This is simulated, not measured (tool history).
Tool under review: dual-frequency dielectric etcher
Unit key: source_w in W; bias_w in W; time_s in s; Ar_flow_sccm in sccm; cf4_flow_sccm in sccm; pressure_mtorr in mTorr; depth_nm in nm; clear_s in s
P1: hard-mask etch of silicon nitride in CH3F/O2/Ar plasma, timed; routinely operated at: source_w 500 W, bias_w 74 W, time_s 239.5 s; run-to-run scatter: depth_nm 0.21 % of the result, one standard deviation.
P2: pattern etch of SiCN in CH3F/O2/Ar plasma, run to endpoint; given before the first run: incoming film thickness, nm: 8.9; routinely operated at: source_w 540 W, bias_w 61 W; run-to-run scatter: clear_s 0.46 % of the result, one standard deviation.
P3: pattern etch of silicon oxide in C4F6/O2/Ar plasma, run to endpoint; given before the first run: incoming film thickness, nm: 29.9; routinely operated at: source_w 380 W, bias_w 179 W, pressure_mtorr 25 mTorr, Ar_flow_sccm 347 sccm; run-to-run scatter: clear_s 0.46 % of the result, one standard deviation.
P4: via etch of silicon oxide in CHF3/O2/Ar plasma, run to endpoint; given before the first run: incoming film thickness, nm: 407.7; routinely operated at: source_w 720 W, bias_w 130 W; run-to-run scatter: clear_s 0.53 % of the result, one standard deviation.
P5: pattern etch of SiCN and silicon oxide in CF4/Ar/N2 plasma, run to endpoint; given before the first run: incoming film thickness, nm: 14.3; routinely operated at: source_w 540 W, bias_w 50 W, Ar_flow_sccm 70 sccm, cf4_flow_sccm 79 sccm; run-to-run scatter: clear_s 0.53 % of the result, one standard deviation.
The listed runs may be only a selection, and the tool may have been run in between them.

Run 1, hour 10.6: process P1, source_w 500 W, bias_w 74 W, time_s 239.5 s. Result: depth_nm 185.02 nm.
Run 2, hour 20.9: process P1, source_w 340 W, bias_w 74 W, time_s 239.5 s. Result: depth_nm 159.29 nm.
Run 3, hour 30.9: process P1, source_w 500 W, bias_w 74 W, time_s 239.5 s. Result: depth_nm 184.53 nm.
Run 4, hour 42.6: process P5, source_w 540 W, bias_w 50 W, Ar_flow_sccm 43 sccm, cf4_flow_sccm 79 sccm. Result: clear_s 13.4750 s.
Run 5, hour 52.8: process P1, source_w 500 W, bias_w 89 W, time_s 334.5 s. Result: depth_nm 274.64 nm.
Run 6, hour 62.0: process P1, source_w 500 W, bias_w 51 W, time_s 239.5 s. Result: depth_nm 163.71 nm.
Run 7, hour 68.8: process P1, source_w 500 W, bias_w 101 W, time_s 239.5 s. Result: depth_nm 205.97 nm.
Run 8, hour 76.9: process P2, source_w 710 W, bias_w 61 W. Result: clear_s 20.0770 s.
Run 9, hour 84.8: process P4, source_w 720 W, bias_w 176 W. Result: clear_s 196.9100 s.
Run 10, hour 93.6: process P3, source_w 380 W, bias_w 179 W, Ar_flow_sccm 347 sccm, pressure_mtorr 25 mTorr. Result: clear_s 9.8860 s.
Run 11, hour 102.5: process P2, source_w 540 W, bias_w 61 W. Result: clear_s 22.4680 s.
Run 12, hour 112.9: process P4, source_w 720 W, bias_w 130 W. Result: clear_s 215.4900 s.
At hour 120.0: bias power generator calibrated.
Run 13, hour 120.7: process P1, source_w 500 W, bias_w 74 W, time_s 239.5 s. Result: depth_nm 184.30 nm.
Run 14, hour 125.9: process P3, source_w 380 W, bias_w 128 W, Ar_flow_sccm 347 sccm, pressure_mtorr 25 mTorr. Result: clear_s 10.8240 s.
Run 15, hour 138.0: process P1, source_w 500 W, bias_w 74 W, time_s 360.0 s. Result: depth_nm 278.10 nm.
Run 16, hour 144.0: process P1, source_w 500 W, bias_w 74 W, time_s 239.5 s. Result: depth_nm 184.67 nm.
Run 17, hour 149.4: process P5, source_w 540 W, bias_w 67 W, Ar_flow_sccm 70 sccm, cf4_flow_sccm 79 sccm. Result: clear_s 13.1450 s.
Run 18, hour 154.9: process P1, source_w 350 W, bias_w 56 W, time_s 239.5 s. Result: depth_nm 146.95 nm.
Run 19, hour 160.5: process P1, source_w 500 W, bias_w 74 W, time_s 160.5 s. Result: depth_nm 123.52 nm.
At hour 162.9: wet clean of the chamber.
Run 20, hour 169.9: process P3, source_w 480 W, bias_w 179 W, Ar_flow_sccm 347 sccm, pressure_mtorr 25 mTorr. Result: clear_s 9.0655 s.
Run 21, hour 181.6: process P5, source_w 540 W, bias_w 50 W, Ar_flow_sccm 70 sccm, cf4_flow_sccm 79 sccm. Result: clear_s 14.3160 s.
Run 22, hour 190.5: process P5, source_w 540 W, bias_w 50 W, Ar_flow_sccm 70 sccm, cf4_flow_sccm 79 sccm. Result: clear_s 14.3450 s.
Run 23, hour 200.6: process P3, source_w 380 W, bias_w 179 W, Ar_flow_sccm 422 sccm, pressure_mtorr 25 mTorr. Result: clear_s 10.1120 s.

Run 24 has not been measured yet. What should we expect?
Run 24, hour 210.4: process P5, source_w 540 W, bias_w 50 W, Ar_flow_sccm 70 sccm, cf4_flow_sccm 48 sccm. Result: clear_s ?.

clear_s: 15.5170 s
